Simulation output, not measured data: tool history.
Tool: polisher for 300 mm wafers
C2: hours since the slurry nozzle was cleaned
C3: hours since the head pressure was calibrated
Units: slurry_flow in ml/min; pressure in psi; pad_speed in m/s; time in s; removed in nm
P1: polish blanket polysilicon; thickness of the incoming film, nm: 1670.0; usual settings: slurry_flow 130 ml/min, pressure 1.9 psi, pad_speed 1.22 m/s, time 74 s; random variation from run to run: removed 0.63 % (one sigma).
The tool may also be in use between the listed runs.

run 1 hour=4.4 | slurry_flow=130 pressure=1.9 pad_speed=1.22 time=74 | wafers_polished_on_this_pad=362 C2=187.7 C3=208.3 | removed=548.79
run 2 hour=9.1 | slurry_flow=130 pressure=1.9 pad_speed=1.22 time=74 | wafers_polished_on_this_pad=421 C2=192.4 C3=213 | removed=552.42
run 3 hour=15.9 | slurry_flow=95 pressure=1.9 pad_speed=1.22 time=46 | wafers_polished_on_this_pad=507 C2=199.2 C3=219.8 | removed=320.82
run 4 hour=23.3 | slurry_flow=130 pressure=1.9 pad_speed=1.22 time=74 | wafers_polished_on_this_pad=600 C2=206.6 C3=227.2 | removed=556.08
-- hour=27.4 head pressure recalibrated
run 5 hour=28.7 | slurry_flow=130 pressure=0.9 pad_speed=1.22 time=74 | wafers_polished_on_this_pad=667 C2=212 C3=1.3 | removed=262.19
run 6 hour=38.5 | slurry_flow=130 pressure=1.9 pad_speed=1.22 time=39 | wafers_polished_on_this_pad=790 C2=221.8 C3=11.1 | removed=291.93
-- hour=44.1 slurry nozzle cleaned
run 7 hour=45.9 | slurry_flow=130 pressure=2.9 pad_speed=1.22 time=74 | wafers_polished_on_this_pad=883 C2=1.8 C3=18.5 | removed=848.75
run 8 hour=51.4 | slurry_flow=130 pressure=1.9 pad_speed=1.22 time=102 | wafers_polished_on_this_pad=952 C2=7.3 C3=24 | removed=763.69
run 9 hour=56.7 | slurry_flow=90 pressure=1.9 pad_speed=0.74 time=74 | wafers_polished_on_this_pad=1019 C2=12.6 C3=29.3 | removed=305.85
run 10 hour=62.6 | slurry_flow=130 pressure=1.9 pad_speed=0.9 time=47 | wafers_polished_on_this_pad=1093 C2=18.5 C3=35.2 | removed=260.04
run 11 hour=69.8 | slurry_flow=130 pressure=1.9 pad_speed=1.9 time=74 | wafers_polished_on_this_pad=1183 C2=25.7 C3=42.4 | removed=859.81
run 12 hour=80.1 | slurry_flow=185 pressure=1.9 pad_speed=1.22 time=74 | wafers_polished_on_this_pad=1312 C2=36 C3=52.7 | removed=585.58
run 13 hour=84.8 | slurry_flow=130 pressure=1.9 pad_speed=1.22 time=74 | wafers_polished_on_this_pad=1371 C2=40.7 C3=57.4 | removed=549.09
run 14 hour=91.9 | slurry_flow=85 pressure=1.9 pad_speed=1.22 time=74 | wafers_polished_on_this_pad=1460 C2=47.8 C3=64.5 | removed=500.07
run 15 hour=96.3 | slurry_flow=130 pressure=1.9 pad_speed=0.54 time=74 | wafers_polished_on_this_pad=1516 C2=52.2 C3=68.9 | removed=246.2
run 16 hour=103.7 | slurry_flow=130 pressure=1.9 pad_speed=1.22 time=74 | wafers_polished_on_this_pad=1608 C2=59.6 C3=76.3 | removed=560.23
run 17 hour=108.8 | slurry_flow=130 pressure=1.9 pad_speed=1.22 time=74 | wafers_polished_on_this_pad=1672 C2=64.7 C3=81.4 | removed=543.32
run 18 hour=115 | slurry_flow=130 pressure=1.9 pad_speed=1.22 time=74 | wafers_polished_on_this_pad=1750 C2=70.9 C3=87.6 | removed=537.26
run 19 hour=121.3 | slurry_flow=130 pressure=1.9 pad_speed=1.22 time=74 | wafers_polished_on_this_pad=1829 C2=77.2 C3=93.9 | removed=530.19
run 20 hour=131.5 | slurry_flow=130 pressure=1.9 pad_speed=1.22 time=74 | wafers_polished_on_this_pad=1957 C2=87.4 C3=104.1 | removed=528.97

The next listed run, before its measurement:
run 21 hour=140 | slurry_flow=130 pressure=1.9 pad_speed=1.22 time=74 | wafers_polished_on_this_pad=2064 C2=95.9 C3=112.6 | removed=?

Run 21 gave removed 519.36 nm.
